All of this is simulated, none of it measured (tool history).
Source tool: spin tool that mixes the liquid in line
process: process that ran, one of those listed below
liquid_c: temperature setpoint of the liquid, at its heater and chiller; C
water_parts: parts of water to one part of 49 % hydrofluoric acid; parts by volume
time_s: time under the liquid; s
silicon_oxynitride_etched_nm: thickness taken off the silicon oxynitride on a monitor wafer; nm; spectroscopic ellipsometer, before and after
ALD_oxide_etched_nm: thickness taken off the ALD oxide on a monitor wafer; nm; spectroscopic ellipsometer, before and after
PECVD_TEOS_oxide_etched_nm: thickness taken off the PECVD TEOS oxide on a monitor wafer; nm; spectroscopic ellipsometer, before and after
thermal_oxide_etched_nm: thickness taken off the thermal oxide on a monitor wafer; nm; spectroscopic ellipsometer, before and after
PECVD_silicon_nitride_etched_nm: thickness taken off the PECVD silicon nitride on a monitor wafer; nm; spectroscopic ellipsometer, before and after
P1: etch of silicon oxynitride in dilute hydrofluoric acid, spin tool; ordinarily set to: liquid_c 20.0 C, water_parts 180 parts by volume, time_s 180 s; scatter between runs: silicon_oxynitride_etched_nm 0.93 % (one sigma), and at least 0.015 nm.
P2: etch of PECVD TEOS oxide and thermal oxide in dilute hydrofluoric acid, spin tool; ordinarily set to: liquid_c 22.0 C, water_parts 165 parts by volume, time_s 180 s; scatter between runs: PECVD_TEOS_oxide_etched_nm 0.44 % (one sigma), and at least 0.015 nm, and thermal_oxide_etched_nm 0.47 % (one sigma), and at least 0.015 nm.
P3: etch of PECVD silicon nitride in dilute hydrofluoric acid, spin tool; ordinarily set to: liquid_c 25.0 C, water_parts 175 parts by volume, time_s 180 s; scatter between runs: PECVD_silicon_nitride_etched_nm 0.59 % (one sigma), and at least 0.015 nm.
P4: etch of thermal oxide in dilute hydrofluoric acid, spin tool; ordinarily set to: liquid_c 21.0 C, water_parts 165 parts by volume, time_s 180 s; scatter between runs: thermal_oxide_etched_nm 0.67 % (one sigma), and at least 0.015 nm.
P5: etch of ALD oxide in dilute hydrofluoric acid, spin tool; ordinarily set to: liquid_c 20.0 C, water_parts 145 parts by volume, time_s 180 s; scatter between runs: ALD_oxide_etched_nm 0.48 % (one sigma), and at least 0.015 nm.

run,hour,process,liquid_c,water_parts,time_s,hours since the thermometer was replaced,hours since the hydrofluoric acid flow meter was replaced,silicon_oxynitride_etched_nm,ALD_oxide_etched_nm,PECVD_TEOS_oxide_etched_nm,thermal_oxide_etched_nm,PECVD_silicon_nitride_etched_nm
1,4.5,P1,20.0,180,180,573.0,464.4,2.5450,,,,
2,11.1,P1,20.0,110,180,579.6,471.0,4.3070,,,,
3,15.0,P1,20.0,180,180,583.5,474.9,2.4335,,,,
# hour 18.2: hydrofluoric acid flow meter replaced
4,22.9,P5,20.0,145,15,591.4,4.7,,1.2577,,,
5,28.2,P2,22.0,165,70,596.7,10.0,,,6.9811,1.6683,
6,32.4,P4,17.0,165,180,600.9,14.2,,,,3.7779,
7,37.2,P4,21.0,70,180,605.7,19.0,,,,11.4790,
8,41.1,P3,25.0,175,180,609.6,22.9,,,,,4.9864
9,48.0,P1,20.0,180,180,616.5,29.8,2.4975,,,,
10,52.2,P2,22.0,165,180,620.7,34.0,,,17.7740,4.2786,
11,58.6,P5,20.0,145,180,627.1,40.4,,15.4150,,,
12,65.8,P4,21.0,165,180,634.3,47.6,,,,4.4349,
13,71.6,P4,21.0,165,335,640.1,53.4,,,,8.3834,
14,78.6,P3,25.0,175,180,647.1,60.4,,,,,4.9530
15,82.6,P4,21.0,165,180,651.1,64.4,,,,4.4308,
16,86.7,P5,20.0,30,180,655.2,68.5,,84.3230,,,
17,90.3,P1,20.0,315,320,658.8,72.1,2.2964,,,,
18,98.1,P1,20.0,180,180,666.6,79.9,2.4888,,,,
19,102.0,P1,20.0,180,180,670.5,83.8,2.4903,,,,
20,109.4,P5,20.0,145,180,677.9,91.2,,15.2760,,,
21,115.7,P1,20.0,180,345,684.2,97.5,4.7524,,,,
22,121.4,P1,20.0,180,180,689.9,103.2,2.4581,,,,
23,125.5,P1,17.0,180,180,694.0,107.3,2.1407,,,,
24,129.8,P1,28.0,180,180,698.3,111.6,3.5716,,,,
25,133.5,P2,17.0,165,180,702.0,115.3,,,14.5930,3.5182,
26,140.1,P2,22.0,40,180,708.6,121.9,,,85.5910,20.4980,
27,145.5,P3,25.0,175,260,714.0,127.3,,,,,7.2624
28,150.0,P1,20.0,180,75,718.5,131.8,1.0168,,,,
29,157.4,P3,25.0,280,180,725.9,139.2,,,,,3.1343
# hour 158.1: thermometer replaced
30,165.1,P3,31.5,175,180,7.1,146.9,,,,,7.4401
31,170.1,P1,20.0,325,180,12.1,151.9,1.2623,,,,
32,174.8,P5,17.0,145,180,16.8,156.6,,13.5360,,,
33,180.3,P1,20.0,180,180,22.3,162.1,2.4694,,,,
34,187.2,P1,20.0,180,180,29.2,169.0,2.6197,,,,
35,191.3,P1,20.0,180,180,33.3,173.1,2.6620,,,,
36,198.2,P1,20.0,180,180,40.2,180.0,2.6903,,,,
37,203.5,P1,20.0,180,180,45.5,185.3,2.7402,,,,
38,209.8,P1,20.0,180,180,51.8,191.6,2.6921,,,,
39,215.0,P1,20.0,180,180,57.0,196.8,2.7558,,,,
40,223.1,P1,20.0,180,180,65.1,204.9,2.7734,,,,
41,230.6,P1,20.0,180,180,72.6,212.4,2.7473,,,,

What P1 gives has crept off from where it sat before. The 2 causes that follow fit the log equally well, each at the size noted:
A: liquid hotter than its thermometer reads (K) = 2.33
B: hydrofluoric acid flow above the setpoint (%) = 10.1
Creep in the process output first set in at about hour 180.3.

Consider the 4 check runs below, whose results appear as question marks and each of which averages 2 wafers. Which one distinguishes the causes, in that each cause would give it a clearly different result?
check 1,238.1,P3,28.0,260,180,,,,,,,?
check 2,238.1,P2,17.5,40,180,,,,,?,?,
check 3,238.1,P4,17.5,80,180,,,,,,?,
check 4,238.1,P5,17.0,45,180,,,,?,,,

Expected result of each check under each candidate cause:
check,result,if A,if B
check 1,PECVD_silicon_nitride_etched_nm,4.6229,4.4435
check 2,PECVD_TEOS_oxide_etched_nm,77.4820,77.4590
check 2,thermal_oxide_etched_nm,18.7300,18.7250
check 3,thermal_oxide_etched_nm,9.5412,9.6003
check 4,ALD_oxide_etched_nm,53.8530,53.8610
Gap, in per cent, between the two causes that each check separates least, read from the result that separates them most: check 1 3.96 %; check 2 0.03 %; check 3 0.62 %; check 4 0.01 %
The causes can be told apart only by check 1. The other checks would give nearly the same results under each of them.

Check 1 has now been run. It gave: PECVD_silicon_nitride_etched_nm 4.5987 nm. Which of the candidate causes is it?

A is the cause: liquid hotter than its thermometer reads (K).

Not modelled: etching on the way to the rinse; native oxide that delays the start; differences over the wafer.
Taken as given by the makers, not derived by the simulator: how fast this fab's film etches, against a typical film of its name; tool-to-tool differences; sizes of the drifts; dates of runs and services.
